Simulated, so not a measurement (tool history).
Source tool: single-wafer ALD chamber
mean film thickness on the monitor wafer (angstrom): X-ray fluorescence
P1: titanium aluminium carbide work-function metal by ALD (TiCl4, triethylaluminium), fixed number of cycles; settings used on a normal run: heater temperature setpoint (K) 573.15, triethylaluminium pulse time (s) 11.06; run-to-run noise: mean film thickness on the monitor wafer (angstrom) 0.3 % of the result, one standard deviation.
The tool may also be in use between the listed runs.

| run | hour | heater temperature setpoint (K) | triethylaluminium pulse time (s) | mean film thickness on the monitor wafer (angstrom) |
|---|---|---|---|---|
| 1 | 13.1 | 573.15 | 11.06 | 20.02 |
| 2 | 26.3 | 585.15 | 8.18 | 20.203 |
| 3 | 34.9 | 590.15 | 11.06 | 21.532 |
| 4 | 47.7 | 573.15 | 11.06 | 20.049 |
| 5 | 63.4 | 593.15 | 15.56 | 22.146 |
|  | 63.9 | triethylaluminium bottle replaced |
| 6 | 74.9 | 573.15 | 6.6 | 18.322 |
| 7 | 88.2 | 573.15 | 16.75 | 20.476 |
| 8 | 99.4 | 552.15 | 5.51 | 15.842 |
|  | 100 | thermocouple changed; heater temperature recalibrated |
| 9 | 115.5 | 554.15 | 11.06 | 18.434 |
| 10 | 129.5 | 573.15 | 11.06 | 20.016 |
| 11 | 139.4 | 573.15 | 11.06 | 19.98 |

Run 12 is up next; what results do you expect?
| 12 | 149.2 | 573.15 | 11.06 | ? |

For run 12 the tool returned mean film thickness on the monitor wafer (angstrom) 20.008.

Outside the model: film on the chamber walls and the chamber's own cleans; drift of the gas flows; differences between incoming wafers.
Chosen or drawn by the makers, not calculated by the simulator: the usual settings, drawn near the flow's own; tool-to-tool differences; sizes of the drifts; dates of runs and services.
